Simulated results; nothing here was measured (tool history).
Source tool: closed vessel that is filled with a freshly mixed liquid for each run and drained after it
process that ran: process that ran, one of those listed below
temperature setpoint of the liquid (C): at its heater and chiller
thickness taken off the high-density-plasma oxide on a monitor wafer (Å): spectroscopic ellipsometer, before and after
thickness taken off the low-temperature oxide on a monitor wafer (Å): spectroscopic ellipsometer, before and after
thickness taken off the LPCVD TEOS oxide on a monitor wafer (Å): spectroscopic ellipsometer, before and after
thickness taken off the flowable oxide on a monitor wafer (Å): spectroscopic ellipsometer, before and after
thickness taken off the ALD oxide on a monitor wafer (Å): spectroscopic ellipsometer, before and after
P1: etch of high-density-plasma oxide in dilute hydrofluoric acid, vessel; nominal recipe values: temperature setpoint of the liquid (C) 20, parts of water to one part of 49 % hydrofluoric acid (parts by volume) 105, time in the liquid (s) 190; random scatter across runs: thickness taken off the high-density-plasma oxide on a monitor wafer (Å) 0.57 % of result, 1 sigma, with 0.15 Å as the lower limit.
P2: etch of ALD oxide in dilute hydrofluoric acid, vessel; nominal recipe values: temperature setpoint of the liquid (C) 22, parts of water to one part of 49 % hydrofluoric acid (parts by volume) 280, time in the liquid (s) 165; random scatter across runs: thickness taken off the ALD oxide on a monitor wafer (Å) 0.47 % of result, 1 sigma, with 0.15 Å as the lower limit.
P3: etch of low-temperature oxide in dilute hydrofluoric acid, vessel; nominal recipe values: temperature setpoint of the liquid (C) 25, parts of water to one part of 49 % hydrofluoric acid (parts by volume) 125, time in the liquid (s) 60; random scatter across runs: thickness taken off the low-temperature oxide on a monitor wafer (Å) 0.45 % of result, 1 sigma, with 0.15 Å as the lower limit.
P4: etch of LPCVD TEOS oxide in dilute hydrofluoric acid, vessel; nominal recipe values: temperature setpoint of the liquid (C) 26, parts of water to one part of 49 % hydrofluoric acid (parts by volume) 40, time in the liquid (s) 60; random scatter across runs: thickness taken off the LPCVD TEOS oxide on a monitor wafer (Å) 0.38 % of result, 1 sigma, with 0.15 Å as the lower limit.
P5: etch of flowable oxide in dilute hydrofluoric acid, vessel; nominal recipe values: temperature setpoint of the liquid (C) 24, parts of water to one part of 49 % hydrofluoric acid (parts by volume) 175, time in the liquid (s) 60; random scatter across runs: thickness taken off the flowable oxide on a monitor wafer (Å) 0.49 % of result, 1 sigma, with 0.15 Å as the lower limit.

run     day  process that ran  temperature setpoint of the liquid (C)  parts of water to one part of 49 % hydrofluoric acid (parts by volume)  time in the liquid (s)  hours since the thermometer was replaced  hours since the hydrofluoric acid flow meter was replaced  thickness taken off the high-density-plasma oxide on a monitor wafer (Å)  thickness taken off the low-temperature oxide on a monitor wafer (Å)  thickness taken off the LPCVD TEOS oxide on a monitor wafer (Å)  thickness taken off the flowable oxide on a monitor wafer (Å)  thickness taken off the ALD oxide on a monitor wafer (Å)
  1   0.654                P1                                      20                                                                     105                     190                                    1471.5                                                     1229.8                                                                    91.562
  2     1.4                P3                                      25                                                                     125                      60                                    1489.4                                                     1247.7                                                                                                                                          166.79
  3   2.033                P4                                      26                                                                      40                     105                                    1504.6                                                     1262.9                                                                                                                                                                                                            724.8
  4   2.796                P5                                      24                                                                     175                      60                                    1522.9                                                     1281.2                                                                                                                                                                                                                                                                           121.5
  5   3.312                P1                                      20                                                                     105                     190                                    1535.3                                                     1293.6                                                                    92.636
  6   3.917                P4                                      26                                                                      40                      60                                    1549.8                                                     1308.1                                                                                                                                                                                                           411.82
  7   4.454                P1                                      17                                                                     105                     190                                    1562.7                                                       1321                                                                    81.713
  8   4.962                P1                                      20                                                                     165                     190                                    1574.9                                                     1333.2                                                                    55.292
  9   5.708                P5                                      24                                                                      60                      60                                    1592.8                                                     1351.1                                                                                                                                                                                                                                                                           408.4
 10   6.225                P1                                      20                                                                     105                     190                                    1605.2                                                     1363.5                                                                    92.513
 11   6.604                P2                                      22                                                                     280                     165                                    1614.3                                                     1372.6                                                                                                                                                                                                                                                                                                                                    48.054
 12   7.321                P2                                      22                                                                     280                     165                                    1631.5                                                     1389.8                                                                                                                                                                                                                                                                                                                                    48.225
 13   7.858                P1                                      26                                                                     105                     190                                    1644.4                                                     1402.7                                                                    117.59
 14   8.525                P1                                      20                                                                     105                     100                                    1660.4                                                     1418.7                                                                    48.936
 15   9.092                P1                                      20                                                                     105                     190                                      1674                                                     1432.3                                                                    92.075
 16   9.571                P4                                      26                                                                      40                      60                                    1685.5                                                     1443.8                                                                                                                                                                                                           412.73
 17  10.188                P3                                      25                                                                      60                      60                                    1700.3                                                     1458.6                                                                                                                                          372.41
 18  10.725                P4                                      26                                                                      20                      60                                    1713.2                                                     1471.5                                                                                                                                                                                                           854.94
 19  11.321                P4                                    31.5                                                                      40                      60                                    1727.5                                                     1485.8                                                                                                                                                                                                           516.37
 20  12.096                P1                                      20                                                                      70                     190                                    1746.1                                                     1504.4                                                                    146.18
 21  12.804                P5                                      17                                                                     175                      60                                    1763.1                                                     1521.4                                                                                                                                                                                                                                                                          93.218
 22  13.396                P2                                      22                                                                     280                     315                                    1777.3                                                     1535.6                                                                                                                                                                                                                                                                                                                                    91.244

For run 23, what comes out?
 23  14.121                P5                                      24                                                                     175                     115                                    1794.7                                                       1553                                                                                                                                                                                                                                                                               ?

thickness taken off the flowable oxide on a monitor wafer (Å): 234.54
